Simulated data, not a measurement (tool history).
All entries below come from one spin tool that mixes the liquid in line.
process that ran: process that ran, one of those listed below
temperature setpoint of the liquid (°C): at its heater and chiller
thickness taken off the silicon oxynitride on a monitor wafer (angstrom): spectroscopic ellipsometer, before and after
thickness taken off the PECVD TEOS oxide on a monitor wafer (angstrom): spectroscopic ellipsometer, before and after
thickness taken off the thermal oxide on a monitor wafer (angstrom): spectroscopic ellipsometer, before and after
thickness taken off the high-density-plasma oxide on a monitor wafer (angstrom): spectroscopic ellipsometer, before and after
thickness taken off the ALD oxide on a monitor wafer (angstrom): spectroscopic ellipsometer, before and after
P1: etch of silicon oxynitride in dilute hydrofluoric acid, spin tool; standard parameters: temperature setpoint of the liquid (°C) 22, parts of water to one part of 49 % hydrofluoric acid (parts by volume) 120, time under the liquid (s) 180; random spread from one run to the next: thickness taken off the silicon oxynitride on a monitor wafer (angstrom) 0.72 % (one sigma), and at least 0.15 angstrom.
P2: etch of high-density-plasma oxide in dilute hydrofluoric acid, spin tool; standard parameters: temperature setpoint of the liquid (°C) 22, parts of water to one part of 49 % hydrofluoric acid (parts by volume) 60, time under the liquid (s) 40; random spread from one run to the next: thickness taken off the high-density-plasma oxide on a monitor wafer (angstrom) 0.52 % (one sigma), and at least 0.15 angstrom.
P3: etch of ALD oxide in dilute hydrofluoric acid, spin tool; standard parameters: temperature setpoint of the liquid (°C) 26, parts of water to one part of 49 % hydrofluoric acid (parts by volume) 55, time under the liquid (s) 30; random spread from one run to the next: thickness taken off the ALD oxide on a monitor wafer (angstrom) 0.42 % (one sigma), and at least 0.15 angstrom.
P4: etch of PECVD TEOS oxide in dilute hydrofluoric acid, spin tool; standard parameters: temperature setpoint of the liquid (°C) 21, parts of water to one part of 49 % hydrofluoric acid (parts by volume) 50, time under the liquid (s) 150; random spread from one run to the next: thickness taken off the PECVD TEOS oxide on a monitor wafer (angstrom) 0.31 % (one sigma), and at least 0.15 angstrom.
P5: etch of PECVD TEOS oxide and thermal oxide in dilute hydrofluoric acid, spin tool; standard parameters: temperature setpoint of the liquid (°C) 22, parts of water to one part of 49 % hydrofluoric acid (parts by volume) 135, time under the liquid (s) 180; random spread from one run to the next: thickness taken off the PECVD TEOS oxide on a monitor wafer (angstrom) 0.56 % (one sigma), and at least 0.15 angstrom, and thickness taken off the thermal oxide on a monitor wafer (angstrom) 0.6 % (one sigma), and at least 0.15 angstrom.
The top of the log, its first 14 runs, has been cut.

run   hour  process that ran  temperature setpoint of the liquid (°C)  parts of water to one part of 49 % hydrofluoric acid (parts by volume)  time under the liquid (s)  hours since the thermometer was replaced  hours since the hydrofluoric acid flow meter was replaced  thickness taken off the silicon oxynitride on a monitor wafer (angstrom)  thickness taken off the PECVD TEOS oxide on a monitor wafer (angstrom)  thickness taken off the thermal oxide on a monitor wafer (angstrom)  thickness taken off the high-density-plasma oxide on a monitor wafer (angstrom)  thickness taken off the ALD oxide on a monitor wafer (angstrom)
 15  121.4                P5                                       22                                                                     240                        180                                    1036.6                                                      739.6                                                                                                                                            51.959                                                               29.702
 16  130.5                P2                                       17                                                                      60                         40                                    1045.7                                                      748.7                                                                                                                                                                                                                                                                                                  41.457
 17  141.1                P1                                       22                                                                     175                        180                                    1056.3                                                      759.3                                                                    21.234
 18  152.2                P4                                       21                                                                      20                        150                                    1067.4                                                      770.4                                                                                                                                            775.81
 19  158.9                P5                                       22                                                                     135                        100                                    1074.1                                                      777.1                                                                                                                                            56.831                                                               32.985
 20  168.2                P3                                     21.5                                                                      55                         30                                    1083.4                                                      786.4                                                                                                                                                                                                                                                                                                                                                                   131.48
 21  176.2                P3                                       26                                                                      55                         30                                    1091.4                                                      794.4                                                                                                                                                                                                                                                                                                                                                                   158.98
 22  187.4                P1                                       22                                                                     120                        305                                    1102.6                                                      805.6                                                                    55.533
 23  196.1                P1                                     29.5                                                                     120                        180                                    1111.3                                                      814.3                                                                    46.673
 24  201.8                P5                                       26                                                                     135                        180                                      1117                                                        820                                                                                                                                            119.04                                                               69.153
 25  208.6                P4                                       17                                                                      50                        150                                    1123.8                                                      826.8                                                                                                                                            250.12
 26    218                P3                                       26                                                                      55                         30                                    1133.2                                                      836.2                                                                                                                                                                                                                                                                                                                                                                   158.28
 27  223.2                P3                                       26                                                                      55                         50                                    1138.4                                                      841.4                                                                                                                                                                                                                                                                                                                                                                   263.52

Estimate the outcome of run 28 from the log above:
 28  234.4                P1                                       22                                                                     200                        325                                    1149.6                                                      852.6                                                                         ?

thickness taken off the silicon oxynitride on a monitor wafer (angstrom): 33.928

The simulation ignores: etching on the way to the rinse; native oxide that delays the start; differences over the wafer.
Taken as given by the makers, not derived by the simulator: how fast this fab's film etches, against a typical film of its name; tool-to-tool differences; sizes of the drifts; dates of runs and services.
